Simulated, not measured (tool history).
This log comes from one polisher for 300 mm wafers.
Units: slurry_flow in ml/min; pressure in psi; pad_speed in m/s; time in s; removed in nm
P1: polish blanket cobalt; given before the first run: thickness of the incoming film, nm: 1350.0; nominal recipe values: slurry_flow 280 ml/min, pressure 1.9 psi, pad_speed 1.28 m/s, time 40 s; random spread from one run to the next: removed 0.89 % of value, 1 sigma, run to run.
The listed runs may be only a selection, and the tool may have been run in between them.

run   hour  slurry_flow  pressure  pad_speed  time  wafers polished on this pad  hours since the slurry nozzle was cleaned  hours since the head pressure was calibrated  removed
  1    6.9          280       1.9       1.28    40                         1087                                      477.7                                         588.9  204.990
  2   12.2          170       1.9       1.28    40                         1160                                      483.0                                         594.2  192.560
  3   22.0          280       1.9       1.28    40                         1294                                      492.8                                         604.0  209.100
  4   31.6          280       2.5       1.28    40                         1426                                      502.4                                         613.6  269.670
  5   37.9          280       0.9       1.28    52                         1512                                      508.7                                         619.9  127.220
  6   47.6          280       1.9       1.74    40                         1645                                      518.4                                         629.6  282.580
  7   54.1          280       1.9       1.28    40                         1734                                      524.9                                         636.1  208.880
  8   63.5          280       1.9       1.28    40                         1863                                      534.3                                         645.5  207.190
  9   68.5          280       1.9       1.28    40                         1931                                      539.3                                         650.5  208.380
 10   74.1          360       1.9       1.28    40                         2008                                      544.9                                         656.1  213.620
 11   83.3          280       1.9       1.00    31                         2134                                      554.1                                         665.3  127.830
 12   92.3          280       1.9       0.60    40                         2257                                      563.1                                         674.3   97.453
 13   99.2          280       1.9       1.28    60                         2352                                      570.0                                         681.2  308.750
 14  104.3          280       1.9       1.28    27                         2422                                      575.1                                         686.3  140.780
 15  113.4          280       0.9       1.28    40                         2546                                      584.2                                         695.4   97.257
 16  121.4          280       1.9       1.28    40                         2656                                      592.2                                         703.4  210.010
 17  130.8          280       1.9       1.28    40                         2785                                      601.6                                         712.8  203.330
 18  136.6          280       1.9       1.28    40                         2864                                      607.4                                         718.6  202.290
 19  143.0          280       1.9       1.28    40                         2952                                      613.8                                         725.0  199.110
 20  153.3          280       1.9       1.28    40                         3093                                      624.1                                         735.3  198.340
 21  159.2          280       1.9       1.28    40                         3174                                      630.0                                         741.2  199.620
     164.3  -- head pressure recalibrated
 22  169.4          280       1.9       1.28    40                         3313                                      640.2                                           5.2  199.720
 23  176.0          280       1.9       1.28    40                         3404                                      646.8                                          11.8  200.280
 24  182.4          280       1.9       1.28    40                         3491                                      653.2                                          18.2  197.200

Something has made what P1 gives creep away from where it was; the 2 causes below, each at its own stated size, fit the log equally well:
A: removal rate lost through wear of the pad, % = 4.86
B: slurry flow missing at the pad, % = 34.6
The creep began at about hour 121.4.
The rest of the possible causes, and what rules out each one:
head's pressure below its setpoint, %: serviced at hour 164.3, after the change had begun; the process did not return to its earlier output

Which of the 4 check runs listed below, each an average over 5 wafers with its results shown as question marks, gives clearly different results under the different listed causes?
check 1  188.8          170       1.9       1.02    40                                                                                                                              ?
check 2  188.8          280       2.5       1.28    31                                                                                                                              ?
check 3  188.8          280       1.1       1.28    40                                                                                                                              ?
check 4  188.8          280       1.9       0.68    40                                                                                                                              ?

Expected result of each check under each candidate cause:
  check   result     if A     if B
check 1  removed  148.170  143.830
check 2  removed  201.510  201.490
check 3  removed  114.410  114.400
check 4  removed  104.980  104.970
Minimum pairwise separation of causes per check, each pair taken at its best-separating result: check 1 2.97 %; check 2 0.01 %; check 3 0.01 %; check 4 0.01 %
Check 1 is the one run that separates the causes; every other check would come out nearly the same whichever cause is at work.

After running check 1, the following was obtained: removed 148.330 nm. Which cause does this point to?

A is the cause: removal rate lost through wear of the pad, %.
